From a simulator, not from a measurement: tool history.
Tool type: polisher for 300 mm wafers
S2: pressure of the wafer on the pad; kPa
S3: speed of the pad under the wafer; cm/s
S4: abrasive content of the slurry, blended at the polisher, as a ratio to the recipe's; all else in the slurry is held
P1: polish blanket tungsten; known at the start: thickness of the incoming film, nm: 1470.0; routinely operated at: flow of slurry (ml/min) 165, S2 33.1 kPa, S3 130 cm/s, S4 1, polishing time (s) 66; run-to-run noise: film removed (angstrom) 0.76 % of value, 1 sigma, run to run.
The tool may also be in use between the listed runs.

run 1 hour=5.5 | flow_of_slurry_(ml/min)=165 S2=33.1 S3=130 S4=1 polishing_time_(s)=66 | film_removed_(angstrom)=5775
run 2 hour=14.7 | flow_of_slurry_(ml/min)=165 S2=33.1 S3=130 S4=1 polishing_time_(s)=66 | film_removed_(angstrom)=5689.6
run 3 hour=20.6 | flow_of_slurry_(ml/min)=165 S2=33.1 S3=130 S4=1 polishing_time_(s)=66 | film_removed_(angstrom)=5764.4
run 4 hour=28.8 | flow_of_slurry_(ml/min)=165 S2=33.1 S3=204 S4=1 polishing_time_(s)=66 | film_removed_(angstrom)=9021.3
run 5 hour=35.9 | flow_of_slurry_(ml/min)=165 S2=33.1 S3=58 S4=1 polishing_time_(s)=66 | film_removed_(angstrom)=2585
run 6 hour=44.9 | flow_of_slurry_(ml/min)=165 S2=33.1 S3=130 S4=1 polishing_time_(s)=35 | film_removed_(angstrom)=3064.1
run 7 hour=54.2 | flow_of_slurry_(ml/min)=165 S2=33.1 S3=130 S4=0.5 polishing_time_(s)=66 | film_removed_(angstrom)=4922.3
run 8 hour=62.3 | flow_of_slurry_(ml/min)=165 S2=20.7 S3=130 S4=1 polishing_time_(s)=66 | film_removed_(angstrom)=3590.5
run 9 hour=70.9 | flow_of_slurry_(ml/min)=215 S2=33.1 S3=130 S4=1 polishing_time_(s)=66 | film_removed_(angstrom)=5987.5
run 10 hour=75.4 | flow_of_slurry_(ml/min)=165 S2=17.2 S3=130 S4=1.25 polishing_time_(s)=66 | film_removed_(angstrom)=3147.6
run 11 hour=84.2 | flow_of_slurry_(ml/min)=100 S2=33.1 S3=130 S4=1 polishing_time_(s)=66 | film_removed_(angstrom)=5117.4
run 12 hour=89.8 | flow_of_slurry_(ml/min)=165 S2=33.1 S3=130 S4=1.3 polishing_time_(s)=66 | film_removed_(angstrom)=6135.6
run 13 hour=95.6 | flow_of_slurry_(ml/min)=165 S2=33.1 S3=130 S4=1 polishing_time_(s)=66 | film_removed_(angstrom)=5737.9
run 14 hour=100.5 | flow_of_slurry_(ml/min)=165 S2=33.1 S3=130 S4=1 polishing_time_(s)=94 | film_removed_(angstrom)=8265.4
run 15 hour=105.5 | flow_of_slurry_(ml/min)=165 S2=33.1 S3=130 S4=1 polishing_time_(s)=66 | film_removed_(angstrom)=5758
run 16 hour=115.4 | flow_of_slurry_(ml/min)=165 S2=47.6 S3=130 S4=1 polishing_time_(s)=66 | film_removed_(angstrom)=8236.5

Run 17 has not been measured yet. What should we expect?
run 17 hour=119.9 | flow_of_slurry_(ml/min)=165 S2=33.1 S3=130 S4=1 polishing_time_(s)=66 | film_removed_(angstrom)=?

For run 17 the tool returned film removed (angstrom) 5688.8.
